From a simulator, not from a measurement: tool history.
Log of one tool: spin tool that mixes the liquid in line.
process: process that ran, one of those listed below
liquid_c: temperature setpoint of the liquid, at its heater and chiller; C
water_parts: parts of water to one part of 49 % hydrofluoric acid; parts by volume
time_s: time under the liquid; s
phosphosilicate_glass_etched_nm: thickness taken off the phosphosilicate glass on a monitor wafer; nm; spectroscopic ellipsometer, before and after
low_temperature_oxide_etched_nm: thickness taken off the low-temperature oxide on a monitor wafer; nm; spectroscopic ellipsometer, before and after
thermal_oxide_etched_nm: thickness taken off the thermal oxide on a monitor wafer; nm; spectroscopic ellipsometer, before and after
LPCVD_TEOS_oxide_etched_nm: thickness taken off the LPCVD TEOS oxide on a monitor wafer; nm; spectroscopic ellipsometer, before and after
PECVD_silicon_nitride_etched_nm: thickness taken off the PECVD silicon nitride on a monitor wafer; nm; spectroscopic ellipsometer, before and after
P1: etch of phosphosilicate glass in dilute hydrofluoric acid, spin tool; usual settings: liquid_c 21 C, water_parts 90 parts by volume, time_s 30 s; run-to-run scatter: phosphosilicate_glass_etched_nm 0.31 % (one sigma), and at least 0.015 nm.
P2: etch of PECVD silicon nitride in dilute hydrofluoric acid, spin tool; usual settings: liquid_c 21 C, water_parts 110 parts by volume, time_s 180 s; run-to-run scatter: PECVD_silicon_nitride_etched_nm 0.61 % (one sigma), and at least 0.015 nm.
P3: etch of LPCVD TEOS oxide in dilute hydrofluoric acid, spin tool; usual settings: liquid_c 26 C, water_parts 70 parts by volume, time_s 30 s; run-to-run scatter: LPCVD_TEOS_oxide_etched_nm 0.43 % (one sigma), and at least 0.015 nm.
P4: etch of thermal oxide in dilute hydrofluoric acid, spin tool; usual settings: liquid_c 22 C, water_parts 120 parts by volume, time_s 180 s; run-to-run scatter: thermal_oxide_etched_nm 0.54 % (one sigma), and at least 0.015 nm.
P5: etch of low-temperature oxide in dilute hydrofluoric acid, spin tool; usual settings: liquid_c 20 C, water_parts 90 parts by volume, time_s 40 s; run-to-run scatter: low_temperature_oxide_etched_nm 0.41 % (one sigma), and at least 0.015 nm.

run,hour,process,liquid_c,water_parts,time_s,hours since the thermometer was replaced,hours since the hydrofluoric acid flow meter was replaced,phosphosilicate_glass_etched_nm,low_temperature_oxide_etched_nm,thermal_oxide_etched_nm,LPCVD_TEOS_oxide_etched_nm,PECVD_silicon_nitride_etched_nm
1,6.7,P1,21,90,30,1007.9,774,61.263,,,,
2,10.5,P5,27.5,90,40,1011.7,777.8,,6.8401,,,
3,14.9,P4,22,120,180,1016.1,782.2,,,6.2565,,
4,22,P1,21,90,30,1023.2,789.3,60.93,,,,
5,29.2,P4,22,120,15,1030.4,796.5,,,0.50391,,
6,36.4,P1,21,90,30,1037.6,803.7,61.003,,,,
7,43.2,P1,21,90,15,1044.4,810.5,30.604,,,,
8,50.4,P1,17,90,30,1051.6,817.7,51.717,,,,
9,54.5,P1,21,90,60,1055.7,821.8,121.87,,,,
10,61.5,P1,21,90,30,1062.7,828.8,61.031,,,,
11,66.4,P1,24.5,55,30,1067.6,833.7,120.33,,,,
12,73.1,P1,17,25,30,1074.3,840.4,198.31,,,,
13,80.3,P3,26,70,30,1081.5,847.6,,,,26.88,
14,86.9,P4,22,120,180,1088.1,854.2,,,6.2784,,
15,93.1,P1,21,90,30,1094.3,860.4,61.065,,,,
16,98.6,P1,17,90,15,1099.8,865.9,25.674,,,,
17,102.6,P4,28,120,180,1103.8,869.9,,,7.9407,,
18,109.8,P2,21,110,180,1111,877.1,,,,,3.6668
19,114.3,P5,20,90,60,1115.5,881.6,,7.5414,,,
20,122.8,P2,21,110,355,1124,890.1,,,,,7.238
21,126.8,P3,19,70,30,1128,894.1,,,,20.026,
22,133.2,P4,22,25,180,1134.4,900.5,,,33.53,,
23,139.6,P3,26,20,30,1140.8,906.9,,,,101.23,
24,143.8,P1,21,90,30,1145,911.1,60.977,,,,
25,149.5,P1,21,30,30,1150.7,916.8,196.79,,,,
26,154.7,P3,26,70,15,1155.9,922,,,,13.499,
# hour 158.2: hydrofluoric acid flow meter replaced
27,163.2,P1,21,150,30,1164.4,5,34.124,,,,
28,168.2,P2,21,110,180,1169.4,10,,,,,3.6707

Forecast run 29:
29,175.4,P1,27,90,30,1176.6,17.2,?,,,,

Run 29 gave phosphosilicate_glass_etched_nm 77.258 nm.

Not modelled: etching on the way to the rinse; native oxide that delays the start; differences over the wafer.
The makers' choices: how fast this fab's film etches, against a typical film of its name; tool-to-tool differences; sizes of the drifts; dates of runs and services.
